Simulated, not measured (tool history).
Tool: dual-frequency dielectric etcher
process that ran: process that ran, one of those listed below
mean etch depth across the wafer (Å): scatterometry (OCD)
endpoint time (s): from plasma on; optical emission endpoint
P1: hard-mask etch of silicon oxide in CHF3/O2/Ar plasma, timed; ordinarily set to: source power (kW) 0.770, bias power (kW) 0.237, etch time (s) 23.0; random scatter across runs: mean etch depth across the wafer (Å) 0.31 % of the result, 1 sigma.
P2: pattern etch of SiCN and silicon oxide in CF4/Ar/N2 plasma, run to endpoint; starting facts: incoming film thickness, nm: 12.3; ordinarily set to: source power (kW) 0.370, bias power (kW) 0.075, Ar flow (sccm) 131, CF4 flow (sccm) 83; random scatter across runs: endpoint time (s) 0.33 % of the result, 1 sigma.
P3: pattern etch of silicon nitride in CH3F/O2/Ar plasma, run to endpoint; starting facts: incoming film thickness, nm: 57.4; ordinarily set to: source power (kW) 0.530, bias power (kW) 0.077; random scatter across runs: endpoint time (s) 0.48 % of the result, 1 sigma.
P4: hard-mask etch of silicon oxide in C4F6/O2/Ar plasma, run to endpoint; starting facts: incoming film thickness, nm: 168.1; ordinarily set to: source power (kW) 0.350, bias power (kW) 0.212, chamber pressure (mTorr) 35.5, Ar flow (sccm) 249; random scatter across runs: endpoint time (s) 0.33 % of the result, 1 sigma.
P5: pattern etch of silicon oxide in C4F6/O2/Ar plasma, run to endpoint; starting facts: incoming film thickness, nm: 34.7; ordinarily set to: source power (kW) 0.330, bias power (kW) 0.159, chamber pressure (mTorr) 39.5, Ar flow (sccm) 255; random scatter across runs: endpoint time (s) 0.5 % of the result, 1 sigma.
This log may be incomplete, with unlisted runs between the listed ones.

| run | hour | process that ran | source power (kW) | bias power (kW) | etch time (s) | chamber pressure (mTorr) | Ar flow (sccm) | CF4 flow (sccm) | hours since the last wet clean | hours since the last source power generator calibration | hours since the last bias power generator calibration | mean etch depth across the wafer (Å) | endpoint time (s) |
|---|---|---|---|---|---|---|---|---|---|---|---|---|---|
| 1 | 3.5 | P1 | 0.770 | 0.237 | 23.0 |  |  |  | 66.0 | 742.4 | 1922.8 | 548.42 |  |
| 2 | 8.3 | P4 | 0.350 | 0.212 |  | 35.5 | 336 |  | 70.8 | 747.2 | 1927.6 |  | 55.560 |
| 3 | 13.6 | P1 | 1.040 | 0.237 | 23.0 |  |  |  | 76.1 | 752.5 | 1932.9 | 613.16 |  |
| 4 | 21.3 | P3 | 0.530 | 0.077 |  |  |  |  | 83.8 | 760.2 | 1940.6 |  | 72.985 |
| 5 | 25.1 | P1 | 0.770 | 0.237 | 23.0 |  |  |  | 87.6 | 764.0 | 1944.4 | 548.19 |  |
| 6 | 32.2 | P2 | 0.480 | 0.075 |  |  | 131 | 83 | 94.7 | 771.1 | 1951.5 |  | 13.660 |
| 7 | 36.5 | P3 | 0.530 | 0.107 |  |  |  |  | 99.0 | 775.4 | 1955.8 |  | 64.688 |
| 8 | 42.6 | P4 | 0.430 | 0.212 |  | 35.5 | 249 |  | 105.1 | 781.5 | 1961.9 |  | 49.666 |
| 9 | 50.5 | P1 | 0.990 | 0.173 | 23.0 |  |  |  | 113.0 | 789.4 | 1969.8 | 542.49 |  |
| 10 | 57.1 | P4 | 0.350 | 0.290 |  | 35.5 | 249 |  | 119.6 | 796.0 | 1976.4 |  | 48.354 |
| 11 | 64.0 | P2 | 0.370 | 0.075 |  |  | 131 | 115 | 126.5 | 802.9 | 1983.3 |  | 16.318 |
| 12 | 69.4 | P5 | 0.200 | 0.159 |  | 39.5 | 255 |  | 131.9 | 808.3 | 1988.7 |  | 14.745 |
| 13 | 73.4 | P5 | 0.330 | 0.159 |  | 39.5 | 149 |  | 135.9 | 812.3 | 1992.7 |  | 11.365 |
| 14 | 78.4 | P3 | 0.530 | 0.077 |  |  |  |  | 140.9 | 817.3 | 1997.7 |  | 72.795 |
| 15 | 83.5 | P3 | 0.720 | 0.077 |  |  |  |  | 146.0 | 822.4 | 2002.8 |  | 64.676 |
| 16 | 88.2 | P1 | 0.770 | 0.325 | 23.0 |  |  |  | 150.7 | 827.1 | 2007.5 | 614.65 |  |
| 17 | 95.3 | P1 | 0.540 | 0.237 | 23.0 |  |  |  | 157.8 | 834.2 | 2014.6 | 476.26 |  |
| 18 | 100.3 | P2 | 0.370 | 0.075 |  |  | 131 | 83 | 162.8 | 839.2 | 2019.6 |  | 17.181 |
| 19 | 103.9 | P5 | 0.330 | 0.159 |  | 29.5 | 255 |  | 166.4 | 842.8 | 2023.2 |  | 11.627 |
| 20 | 108.7 | P1 | 0.770 | 0.192 | 23.0 |  |  |  | 171.2 | 847.6 | 2028.0 | 509.40 |  |
| 21 | 116.5 | P1 | 0.620 | 0.193 | 23.0 |  |  |  | 179.0 | 855.4 | 2035.8 | 469.16 |  |
| 22 | 120.4 | P4 | 0.350 | 0.212 |  | 45.0 | 249 |  | 182.9 | 859.3 | 2039.7 |  | 55.239 |
| 23 | 125.7 | P1 | 0.770 | 0.237 | 12.5 |  |  |  | 188.2 | 864.6 | 2045.0 | 298.40 |  |
| 24 | 131.8 | P4 | 0.350 | 0.212 |  | 35.5 | 249 |  | 194.3 | 870.7 | 2051.1 |  | 54.058 |
| 25 | 137.3 | P2 | 0.370 | 0.095 |  |  | 131 | 83 | 199.8 | 876.2 | 2056.6 |  | 15.682 |
| 26 | 142.1 | P1 | 0.550 | 0.313 | 23.0 |  |  |  | 204.6 | 881.0 | 2061.4 | 534.58 |  |
| 27 | 147.3 | P1 | 0.770 | 0.237 | 23.0 |  |  |  | 209.8 | 886.2 | 2066.6 | 545.78 |  |
|  | 153.4 | wet clean of the chamber |
| 28 | 153.4 | P5 | 0.330 | 0.159 |  | 39.5 | 255 |  | 0.0 | 892.3 | 2072.7 |  | 12.018 |
| 29 | 157.5 | P5 | 0.330 | 0.130 |  | 39.5 | 255 |  | 4.1 | 896.4 | 2076.8 |  | 12.956 |
| 30 | 163.5 | P2 | 0.370 | 0.075 |  |  | 91 | 83 | 10.1 | 902.4 | 2082.8 |  | 16.176 |
| 31 | 167.1 | P1 | 0.770 | 0.237 | 31.5 |  |  |  | 13.7 | 906.0 | 2086.4 | 749.09 |  |
| 32 | 173.0 | P1 | 0.770 | 0.237 | 23.0 |  |  |  | 19.6 | 911.9 | 2092.3 | 546.96 |  |
| 33 | 179.3 | P1 | 0.770 | 0.237 | 23.0 |  |  |  | 25.9 | 918.2 | 2098.6 | 547.38 |  |
| 34 | 185.4 | P1 | 0.770 | 0.237 | 23.0 |  |  |  | 32.0 | 924.3 | 2104.7 | 549.38 |  |
| 35 | 192.4 | P1 | 0.770 | 0.237 | 23.0 |  |  |  | 39.0 | 931.3 | 2111.7 | 549.19 |  |
| 36 | 196.2 | P1 | 0.770 | 0.237 | 23.0 |  |  |  | 42.8 | 935.1 | 2115.5 | 551.91 |  |
| 37 | 203.7 | P1 | 0.770 | 0.237 | 23.0 |  |  |  | 50.3 | 942.6 | 2123.0 | 555.57 |  |
| 38 | 209.5 | P1 | 0.770 | 0.237 | 23.0 |  |  |  | 56.1 | 948.4 | 2128.8 | 551.49 |  |
| 39 | 215.4 | P1 | 0.770 | 0.237 | 23.0 |  |  |  | 62.0 | 954.3 | 2134.7 | 554.97 |  |
| 40 | 219.5 | P1 | 0.770 | 0.237 | 23.0 |  |  |  | 66.1 | 958.4 | 2138.8 | 555.07 |  |
| 41 | 224.8 | P1 | 0.770 | 0.237 | 23.0 |  |  |  | 71.4 | 963.7 | 2144.1 | 554.44 |  |
|  | 230.4 | wet clean of the chamber |
| 42 | 231.4 | P1 | 0.770 | 0.237 | 23.0 |  |  |  | 1.0 | 970.3 | 2150.7 | 553.67 |  |
| 43 | 238.6 | P1 | 0.770 | 0.237 | 23.0 |  |  |  | 8.2 | 977.5 | 2157.9 | 556.00 |  |
| 44 | 245.5 | P1 | 0.770 | 0.237 | 23.0 |  |  |  | 15.1 | 984.4 | 2164.8 | 557.30 |  |

The output of P1 has drifted from where it used to be. Each of the 2 causes below, taken at the size shown beside it, accounts for the log equally well:
A: source power that arrives over what is set, % = 4.29
B: bias power that arrives over what is set, % = 4.65
Onset of the creep was near hour 185.4.
The rest of the possible causes, and what rules out each one:
chamber walls in a state that raises the etch rate, %: serviced at hour 230.4, after the drift had started, without restoring the earlier output

Consider the 4 check runs below, whose results appear as question marks and each of which averages 2 wafers. Which one distinguishes the causes, in that each cause would give it a clearly different result?
| check 1 | 252.4 | P3 | 0.630 | 0.105 |  |  |  |  |  |  |  |  | ? |
| check 2 | 252.4 | P5 | 0.330 | 0.136 |  | 39.5 | 154 |  |  |  |  |  | ? |
| check 3 | 252.4 | P4 | 0.410 | 0.270 |  | 35.5 | 249 |  |  |  |  |  | ? |
| check 4 | 252.4 | P2 | 0.370 | 0.075 |  |  | 131 | 115 |  |  |  |  | ? |

Check results expected under each cause:
| check | result | if A | if B |
|---|---|---|---|
| check 1 | endpoint time (s) | 60.170 | 60.131 |
| check 2 | endpoint time (s) | 11.799 | 11.832 |
| check 3 | endpoint time (s) | 46.039 | 46.057 |
| check 4 | endpoint time (s) | 15.696 | 16.043 |
Separation of the two closest causes in each check, using whichever result separates them best: check 1 0.07 %; check 2 0.28 %; check 3 0.04 %; check 4 2.18 %
The other checks would show nearly matching results whichever cause is true, so check 4 is the only one that separates the causes.

Check 4 was carried out, with these results: endpoint time (s) 15.702. Which of the listed causes is responsible?

The cause is A: source power that arrives over what is set, %.
